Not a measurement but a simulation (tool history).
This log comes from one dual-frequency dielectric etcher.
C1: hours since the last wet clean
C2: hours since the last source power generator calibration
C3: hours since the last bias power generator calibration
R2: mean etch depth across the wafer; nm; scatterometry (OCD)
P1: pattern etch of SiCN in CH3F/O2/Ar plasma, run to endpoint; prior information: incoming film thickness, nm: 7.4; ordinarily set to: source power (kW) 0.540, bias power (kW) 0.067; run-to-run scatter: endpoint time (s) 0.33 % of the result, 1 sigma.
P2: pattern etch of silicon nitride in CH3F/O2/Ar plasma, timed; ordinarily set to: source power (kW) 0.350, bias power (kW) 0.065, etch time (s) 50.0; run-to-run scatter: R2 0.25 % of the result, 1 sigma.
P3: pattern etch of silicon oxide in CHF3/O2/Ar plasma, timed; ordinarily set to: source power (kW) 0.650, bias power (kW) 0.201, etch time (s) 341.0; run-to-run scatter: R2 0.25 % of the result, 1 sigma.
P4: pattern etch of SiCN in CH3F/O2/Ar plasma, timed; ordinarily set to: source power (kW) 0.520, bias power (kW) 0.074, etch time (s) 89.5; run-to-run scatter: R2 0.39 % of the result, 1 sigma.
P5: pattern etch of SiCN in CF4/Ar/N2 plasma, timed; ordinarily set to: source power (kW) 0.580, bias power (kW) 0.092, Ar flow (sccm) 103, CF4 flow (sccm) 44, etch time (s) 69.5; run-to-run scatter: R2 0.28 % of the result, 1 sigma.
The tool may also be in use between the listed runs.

run 1 day=0.458 | process_that_ran=P1 source_power_(kW)=0.540 bias_power_(kW)=0.067 | C1=372.8 C2=1120.9 C3=1071.6 | endpoint_time_(s)=18.056
run 2 day=0.967 | process_that_ran=P4 source_power_(kW)=0.520 bias_power_(kW)=0.074 etch_time_(s)=89.5 | C1=385.0 C2=1133.1 C3=1083.8 | R2=37.458
run 3 day=1.454 | process_that_ran=P1 source_power_(kW)=0.360 bias_power_(kW)=0.093 | C1=396.7 C2=1144.8 C3=1095.5 | endpoint_time_(s)=18.548
run 4 day=1.812 | process_that_ran=P3 source_power_(kW)=0.650 bias_power_(kW)=0.150 etch_time_(s)=341.0 | C1=405.3 C2=1153.4 C3=1104.1 | R2=669.640
run 5 day=2.033 | process_that_ran=P1 source_power_(kW)=0.540 bias_power_(kW)=0.093 | C1=410.6 C2=1158.7 C3=1109.4 | endpoint_time_(s)=15.965
run 6 day=2.504 | process_that_ran=P2 source_power_(kW)=0.350 bias_power_(kW)=0.065 etch_time_(s)=67.0 | C1=421.9 C2=1170.0 C3=1120.7 | R2=41.990
run 7 day=2.788 | process_that_ran=P2 source_power_(kW)=0.350 bias_power_(kW)=0.040 etch_time_(s)=50.0 | C1=428.7 C2=1176.8 C3=1127.5 | R2=26.713
run 8 day=3.067 | process_that_ran=P5 source_power_(kW)=0.580 bias_power_(kW)=0.092 etch_time_(s)=69.5 Ar_flow_(sccm)=103 CF4_flow_(sccm)=44 | C1=435.4 C2=1183.5 C3=1134.2 | R2=75.748
run 9 day=3.300 | process_that_ran=P3 source_power_(kW)=0.650 bias_power_(kW)=0.201 etch_time_(s)=341.0 | C1=441.0 C2=1189.1 C3=1139.8 | R2=737.020
run 10 day=3.708 | process_that_ran=P1 source_power_(kW)=0.540 bias_power_(kW)=0.067 | C1=450.8 C2=1198.9 C3=1149.6 | endpoint_time_(s)=17.900
run 11 day=4.158 | process_that_ran=P4 source_power_(kW)=0.710 bias_power_(kW)=0.074 etch_time_(s)=89.5 | C1=461.6 C2=1209.7 C3=1160.4 | R2=42.341
run 12 day=4.667 | process_that_ran=P2 source_power_(kW)=0.230 bias_power_(kW)=0.065 etch_time_(s)=50.0 | C1=473.8 C2=1221.9 C3=1172.6 | R2=26.708
run 13 day=5.021 | process_that_ran=P1 source_power_(kW)=0.730 bias_power_(kW)=0.067 | C1=482.3 C2=1230.4 C3=1181.1 | endpoint_time_(s)=16.094
run 14 day=5.533 | process_that_ran=P1 source_power_(kW)=0.390 bias_power_(kW)=0.067 | C1=494.6 C2=1242.7 C3=1193.4 | endpoint_time_(s)=20.271
run 15 day=5.838 | process_that_ran=P1 source_power_(kW)=0.650 bias_power_(kW)=0.090 | C1=501.9 C2=1250.0 C3=1200.7 | endpoint_time_(s)=15.143
run 16 day=6.162 | process_that_ran=P5 source_power_(kW)=0.580 bias_power_(kW)=0.092 etch_time_(s)=69.5 Ar_flow_(sccm)=131 CF4_flow_(sccm)=44 | C1=509.7 C2=1257.8 C3=1208.5 | R2=72.736
run 17 day=6.588 | process_that_ran=P1 source_power_(kW)=0.540 bias_power_(kW)=0.067 | C1=519.9 C2=1268.0 C3=1218.7 | endpoint_time_(s)=18.052
run 18 day=6.888 | process_that_ran=P4 source_power_(kW)=0.520 bias_power_(kW)=0.074 etch_time_(s)=89.5 | C1=527.1 C2=1275.2 C3=1225.9 | R2=37.515
run 19 day=7.354 | process_that_ran=P3 source_power_(kW)=0.520 bias_power_(kW)=0.201 etch_time_(s)=341.0 | C1=538.3 C2=1286.4 C3=1237.1 | R2=676.470
run 20 day=7.871 | process_that_ran=P4 source_power_(kW)=0.520 bias_power_(kW)=0.074 etch_time_(s)=52.0 | C1=550.7 C2=1298.8 C3=1249.5 | R2=21.749
-- day=8.358 bias power generator calibrated
run 21 day=8.379 | process_that_ran=P5 source_power_(kW)=0.690 bias_power_(kW)=0.092 etch_time_(s)=69.5 Ar_flow_(sccm)=103 CF4_flow_(sccm)=44 | C1=562.9 C2=1311.0 C3=0.5 | R2=87.882
run 22 day=8.721 | process_that_ran=P2 source_power_(kW)=0.350 bias_power_(kW)=0.065 etch_time_(s)=50.0 | C1=571.1 C2=1319.2 C3=8.7 | R2=31.387
run 23 day=9.125 | process_that_ran=P5 source_power_(kW)=0.580 bias_power_(kW)=0.092 etch_time_(s)=69.5 Ar_flow_(sccm)=103 CF4_flow_(sccm)=61 | C1=580.8 C2=1328.9 C3=18.4 | R2=79.250
run 24 day=9.367 | process_that_ran=P4 source_power_(kW)=0.520 bias_power_(kW)=0.051 etch_time_(s)=89.5 | C1=586.6 C2=1334.7 C3=24.2 | R2=33.159
run 25 day=9.792 | process_that_ran=P1 source_power_(kW)=0.540 bias_power_(kW)=0.067 | C1=596.8 C2=1344.9 C3=34.4 | endpoint_time_(s)=17.982
run 26 day=10.138 | process_that_ran=P2 source_power_(kW)=0.350 bias_power_(kW)=0.065 etch_time_(s)=50.0 | C1=605.1 C2=1353.2 C3=42.7 | R2=31.430
run 27 day=10.642 | process_that_ran=P3 source_power_(kW)=0.650 bias_power_(kW)=0.201 etch_time_(s)=187.5 | C1=617.2 C2=1365.3 C3=54.8 | R2=405.660
run 28 day=11.129 | process_that_ran=P5 source_power_(kW)=0.580 bias_power_(kW)=0.069 etch_time_(s)=69.5 Ar_flow_(sccm)=103 CF4_flow_(sccm)=44 | C1=628.9 C2=1377.0 C3=66.5 | R2=67.821
run 29 day=11.412 | process_that_ran=P1 source_power_(kW)=0.540 bias_power_(kW)=0.040 | C1=635.7 C2=1383.8 C3=73.3 | endpoint_time_(s)=21.119
run 30 day=11.888 | process_that_ran=P5 source_power_(kW)=0.580 bias_power_(kW)=0.092 etch_time_(s)=94.0 Ar_flow_(sccm)=103 CF4_flow_(sccm)=44 | C1=647.1 C2=1395.2 C3=84.7 | R2=102.210
run 31 day=12.142 | process_that_ran=P1 source_power_(kW)=0.390 bias_power_(kW)=0.051 | C1=653.2 C2=1401.3 C3=90.8 | endpoint_time_(s)=22.341
run 32 day=12.417 | process_that_ran=P1 source_power_(kW)=0.540 bias_power_(kW)=0.067 | C1=659.8 C2=1407.9 C3=97.4 | endpoint_time_(s)=18.086
run 33 day=12.700 | process_that_ran=P1 source_power_(kW)=0.540 bias_power_(kW)=0.067 | C1=666.6 C2=1414.7 C3=104.2 | endpoint_time_(s)=17.955
run 34 day=13.162 | process_that_ran=P1 source_power_(kW)=0.540 bias_power_(kW)=0.067 | C1=677.7 C2=1425.8 C3=115.3 | endpoint_time_(s)=18.179
run 35 day=13.604 | process_that_ran=P1 source_power_(kW)=0.540 bias_power_(kW)=0.067 | C1=688.3 C2=1436.4 C3=125.9 | endpoint_time_(s)=18.186
run 36 day=13.962 | process_that_ran=P1 source_power_(kW)=0.540 bias_power_(kW)=0.067 | C1=696.9 C2=1445.0 C3=134.5 | endpoint_time_(s)=18.303
-- day=14.304 wet clean of the chamber
run 37 day=14.412 | process_that_ran=P1 source_power_(kW)=0.540 bias_power_(kW)=0.067 | C1=2.6 C2=1455.8 C3=145.3 | endpoint_time_(s)=18.258
run 38 day=14.758 | process_that_ran=P1 source_power_(kW)=0.540 bias_power_(kW)=0.067 | C1=10.9 C2=1464.1 C3=153.6 | endpoint_time_(s)=18.231
run 39 day=15.217 | process_that_ran=P1 source_power_(kW)=0.540 bias_power_(kW)=0.067 | C1=21.9 C2=1475.1 C3=164.6 | endpoint_time_(s)=18.318
run 40 day=15.450 | process_that_ran=P1 source_power_(kW)=0.540 bias_power_(kW)=0.067 | C1=27.5 C2=1480.7 C3=170.2 | endpoint_time_(s)=18.216
run 41 day=15.825 | process_that_ran=P1 source_power_(kW)=0.540 bias_power_(kW)=0.067 | C1=36.5 C2=1489.7 C3=179.2 | endpoint_time_(s)=18.158
run 42 day=16.125 | process_that_ran=P1 source_power_(kW)=0.540 bias_power_(kW)=0.067 | C1=43.7 C2=1496.9 C3=186.4 | endpoint_time_(s)=18.246

What P1 gives has crept away from where it was. These 2 causes fit the log equally well, each at the size given:
A: source power that arrives under what is set, % = 4.34
B: bias power that arrives under what is set, % = 4.87
The onset of the drift is placed at about day 12.417.
Ruled out, with reasons:
chamber walls in a state that lowers the etch rate, %: serviced after onset, at day 14.304, with no recovery of the prior output

Of the 4 check runs listed below, each run on one wafer and each result written as a question mark, which would let you distinguish the listed causes because they would give clearly different results?
run check 1 day=16.425 | process_that_ran=P2 source_power_(kW)=0.350 bias_power_(kW)=0.046 etch_time_(s)=64.5 | R2=?
run check 2 day=16.425 | process_that_ran=P4 source_power_(kW)=0.680 bias_power_(kW)=0.074 etch_time_(s)=56.0 | R2=?
run check 3 day=16.425 | process_that_ran=P3 source_power_(kW)=0.650 bias_power_(kW)=0.160 etch_time_(s)=238.5 | R2=?
run check 4 day=16.425 | process_that_ran=P5 source_power_(kW)=0.580 bias_power_(kW)=0.075 etch_time_(s)=69.5 Ar_flow_(sccm)=103 CF4_flow_(sccm)=52 | R2=?

Check results expected under each cause:
check=check_1 result=R2 if_A=35.466 if_B=35.535
check=check_2 result=R2 if_A=25.540 if_B=25.539
check=check_3 result=R2 if_A=470.160 if_B=470.590
check=check_4 result=R2 if_A=69.142 if_B=70.593
Per check, the gap between the least separated pair of causes, taken in the result that splits them most: check 1 0.2 %; check 2 0.01 %; check 3 0.09 %; check 4 2.08 %
Check 4 is the one run that separates the causes; every other check would come out nearly the same whichever cause is at work.

Then check 4 was run and gave: R2 70.418 nm. Which cause is it?

B is the cause: bias power that arrives under what is set, %.

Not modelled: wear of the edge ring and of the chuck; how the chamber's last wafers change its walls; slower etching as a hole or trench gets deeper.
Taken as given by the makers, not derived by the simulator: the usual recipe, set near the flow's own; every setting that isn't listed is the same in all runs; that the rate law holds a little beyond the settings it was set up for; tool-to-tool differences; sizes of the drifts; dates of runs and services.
